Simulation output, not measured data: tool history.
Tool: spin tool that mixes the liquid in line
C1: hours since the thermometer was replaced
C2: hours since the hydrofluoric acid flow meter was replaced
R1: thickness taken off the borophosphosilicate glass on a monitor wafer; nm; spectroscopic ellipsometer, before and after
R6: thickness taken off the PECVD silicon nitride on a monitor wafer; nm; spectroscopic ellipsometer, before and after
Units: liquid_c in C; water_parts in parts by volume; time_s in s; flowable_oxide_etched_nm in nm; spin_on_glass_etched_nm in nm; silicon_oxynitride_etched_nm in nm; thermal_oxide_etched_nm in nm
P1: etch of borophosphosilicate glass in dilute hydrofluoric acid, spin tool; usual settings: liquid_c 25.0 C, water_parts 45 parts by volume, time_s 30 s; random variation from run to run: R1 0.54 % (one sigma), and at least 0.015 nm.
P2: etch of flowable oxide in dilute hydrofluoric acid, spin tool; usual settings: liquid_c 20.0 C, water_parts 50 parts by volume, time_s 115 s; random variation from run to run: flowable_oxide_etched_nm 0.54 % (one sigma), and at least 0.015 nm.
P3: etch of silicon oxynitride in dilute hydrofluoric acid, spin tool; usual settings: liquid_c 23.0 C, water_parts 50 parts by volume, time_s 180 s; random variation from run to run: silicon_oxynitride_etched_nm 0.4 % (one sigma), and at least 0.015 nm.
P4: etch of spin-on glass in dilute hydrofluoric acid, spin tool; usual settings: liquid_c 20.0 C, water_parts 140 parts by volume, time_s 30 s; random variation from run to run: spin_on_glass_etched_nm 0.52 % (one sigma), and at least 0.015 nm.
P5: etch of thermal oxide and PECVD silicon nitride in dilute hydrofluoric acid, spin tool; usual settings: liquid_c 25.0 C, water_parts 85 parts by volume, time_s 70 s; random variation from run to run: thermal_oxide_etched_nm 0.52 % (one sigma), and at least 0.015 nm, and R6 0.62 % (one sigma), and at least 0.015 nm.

run 1 day=0.300 | process=P1 liquid_c=25.0 water_parts=45 time_s=30 | C1=466.4 C2=747.7 | R1=41.893
run 2 day=0.975 | process=P2 liquid_c=20.0 water_parts=50 time_s=115 | C1=482.6 C2=763.9 | flowable_oxide_etched_nm=46.873
run 3 day=1.529 | process=P4 liquid_c=17.0 water_parts=140 time_s=30 | C1=495.9 C2=777.2 | spin_on_glass_etched_nm=6.5451
run 4 day=1.883 | process=P3 liquid_c=23.0 water_parts=25 time_s=180 | C1=504.4 C2=785.7 | silicon_oxynitride_etched_nm=14.1340
run 5 day=2.367 | process=P4 liquid_c=20.0 water_parts=140 time_s=60 | C1=516.0 C2=797.3 | spin_on_glass_etched_nm=14.6930
run 6 day=3.029 | process=P1 liquid_c=29.5 water_parts=45 time_s=15 | C1=531.9 C2=813.2 | R1=25.483
run 7 day=3.642 | process=P1 liquid_c=25.0 water_parts=45 time_s=30 | C1=546.6 C2=827.9 | R1=42.063
run 8 day=4.175 | process=P2 liquid_c=20.0 water_parts=20 time_s=115 | C1=559.4 C2=840.7 | flowable_oxide_etched_nm=123.140
run 9 day=4.508 | process=P3 liquid_c=23.0 water_parts=50 time_s=180 | C1=567.4 C2=848.7 | silicon_oxynitride_etched_nm=6.8833
run 10 day=4.992 | process=P1 liquid_c=25.0 water_parts=45 time_s=50 | C1=579.0 C2=860.3 | R1=69.985
run 11 day=5.562 | process=P2 liquid_c=20.0 water_parts=50 time_s=115 | C1=592.7 C2=874.0 | flowable_oxide_etched_nm=47.309
run 12 day=6.033 | process=P5 liquid_c=21.0 water_parts=85 time_s=70 | C1=604.0 C2=885.3 | thermal_oxide_etched_nm=3.49160 R6=3.8417
-- day=6.475 thermometer replaced
run 13 day=6.579 | process=P1 liquid_c=32.0 water_parts=45 time_s=30 | C1=2.6 C2=898.4 | R1=55.946
run 14 day=7.067 | process=P2 liquid_c=17.0 water_parts=50 time_s=115 | C1=14.3 C2=910.1 | flowable_oxide_etched_nm=41.618
run 15 day=7.479 | process=P3 liquid_c=23.0 water_parts=50 time_s=180 | C1=24.2 C2=920.0 | silicon_oxynitride_etched_nm=6.9250
run 16 day=7.796 | process=P2 liquid_c=20.0 water_parts=50 time_s=170 | C1=31.8 C2=927.6 | flowable_oxide_etched_nm=69.748
run 17 day=8.125 | process=P1 liquid_c=25.0 water_parts=45 time_s=30 | C1=39.7 C2=935.5 | R1=41.846
run 18 day=8.608 | process=P1 liquid_c=19.5 water_parts=45 time_s=30 | C1=51.3 C2=947.1 | R1=33.419
run 19 day=9.112 | process=P3 liquid_c=23.0 water_parts=50 time_s=260 | C1=63.4 C2=959.2 | silicon_oxynitride_etched_nm=9.9837
run 20 day=9.588 | process=P5 liquid_c=25.0 water_parts=85 time_s=15 | C1=74.8 C2=970.6 | thermal_oxide_etched_nm=0.90867 R6=1.0620
run 21 day=9.883 | process=P5 liquid_c=25.0 water_parts=85 time_s=70 | C1=81.9 C2=977.7 | thermal_oxide_etched_nm=4.12880 R6=4.9569
run 22 day=10.296 | process=P4 liquid_c=20.0 water_parts=140 time_s=30 | C1=91.8 C2=987.6 | spin_on_glass_etched_nm=7.4050
run 23 day=10.821 | process=P3 liquid_c=30.5 water_parts=50 time_s=180 | C1=104.4 C2=1000.2 | silicon_oxynitride_etched_nm=9.9164
run 24 day=11.496 | process=P1 liquid_c=25.0 water_parts=45 time_s=30 | C1=120.6 C2=1016.4 | R1=41.954
run 25 day=12.092 | process=P1 liquid_c=25.0 water_parts=45 time_s=15 | C1=134.9 C2=1030.7 | R1=21.151
run 26 day=12.758 | process=P5 liquid_c=25.0 water_parts=30 time_s=70 | C1=150.9 C2=1046.7 | thermal_oxide_etched_nm=12.38700 R6=13.9170
run 27 day=13.075 | process=P1 liquid_c=25.0 water_parts=30 time_s=30 | C1=158.5 C2=1054.3 | R1=64.639
run 28 day=13.742 | process=P1 liquid_c=25.0 water_parts=65 time_s=30 | C1=174.5 C2=1070.3 | R1=28.312
run 29 day=14.096 | process=P4 liquid_c=20.0 water_parts=215 time_s=30 | C1=183.0 C2=1078.8 | spin_on_glass_etched_nm=4.4786
run 30 day=14.638 | process=P1 liquid_c=25.0 water_parts=45 time_s=30 | C1=196.0 C2=1091.8 | R1=41.878
run 31 day=15.179 | process=P1 liquid_c=25.0 water_parts=45 time_s=30 | C1=209.0 C2=1104.8 | R1=42.925
run 32 day=15.471 | process=P1 liquid_c=25.0 water_parts=45 time_s=30 | C1=216.0 C2=1111.8 | R1=42.885
run 33 day=16.150 | process=P1 liquid_c=25.0 water_parts=45 time_s=30 | C1=232.3 C2=1128.1 | R1=44.129
run 34 day=16.738 | process=P1 liquid_c=25.0 water_parts=45 time_s=30 | C1=246.4 C2=1142.2 | R1=44.265
run 35 day=17.254 | process=P1 liquid_c=25.0 water_parts=45 time_s=30 | C1=258.8 C2=1154.6 | R1=44.576
run 36 day=17.875 | process=P1 liquid_c=25.0 water_parts=45 time_s=30 | C1=273.7 C2=1169.5 | R1=44.800
run 37 day=18.233 | process=P1 liquid_c=25.0 water_parts=45 time_s=30 | C1=282.3 C2=1178.1 | R1=44.483
run 38 day=18.658 | process=P1 liquid_c=25.0 water_parts=45 time_s=30 | C1=292.5 C2=1188.3 | R1=44.854
run 39 day=19.067 | process=P1 liquid_c=25.0 water_parts=45 time_s=30 | C1=302.3 C2=1198.1 | R1=45.007
run 40 day=19.750 | process=P1 liquid_c=25.0 water_parts=45 time_s=30 | C1=318.7 C2=1214.5 | R1=44.688
run 41 day=20.088 | process=P1 liquid_c=25.0 water_parts=45 time_s=30 | C1=326.8 C2=1222.6 | R1=44.882

What P1 gives has crept away from where it was. These 2 causes fit the log equally well, each at the size given:
A: liquid hotter than its thermometer reads (K) = 1.53
B: hydrofluoric acid flow above the setpoint (%) = 6.02
The creep began at about day 14.638.

4 check runs are offered, one wafer each, their results left as question marks. Which one tells the causes apart?
run check 1 day=20.425 | process=P2 liquid_c=20.0 water_parts=30 time_s=115 | flowable_oxide_etched_nm=?
run check 2 day=20.425 | process=P5 liquid_c=21.5 water_parts=30 time_s=70 | thermal_oxide_etched_nm=? R6=?
run check 3 day=20.425 | process=P4 liquid_c=17.0 water_parts=140 time_s=55 | spin_on_glass_etched_nm=?
run check 4 day=20.425 | process=P3 liquid_c=28.5 water_parts=50 time_s=180 | silicon_oxynitride_etched_nm=?

What each check would give under each cause:
check=check_1 result=flowable_oxide_etched_nm if_A=86.355 if_B=85.908
check=check_2 result=thermal_oxide_etched_nm if_A=11.53900 if_B=11.48900
check=check_2 result=R6 if_A=12.1230 if_B=11.5390
check=check_3 result=spin_on_glass_etched_nm if_A=12.8480 if_B=12.8950
check=check_4 result=silicon_oxynitride_etched_nm if_A=9.6528 if_B=9.5526
How far apart the two closest causes lie, in the result that separates them most: check 1 0.52 %; check 2 4.94 %; check 3 0.37 %; check 4 1.04 %
Only check 2 tells the causes apart: in the others they would give nearly the same result.

Check 2 was then run and gave: thermal_oxide_etched_nm 11.59000 nm; R6 11.4630 nm. Which cause is it?

It is B: hydrofluoric acid flow above the setpoint (%).
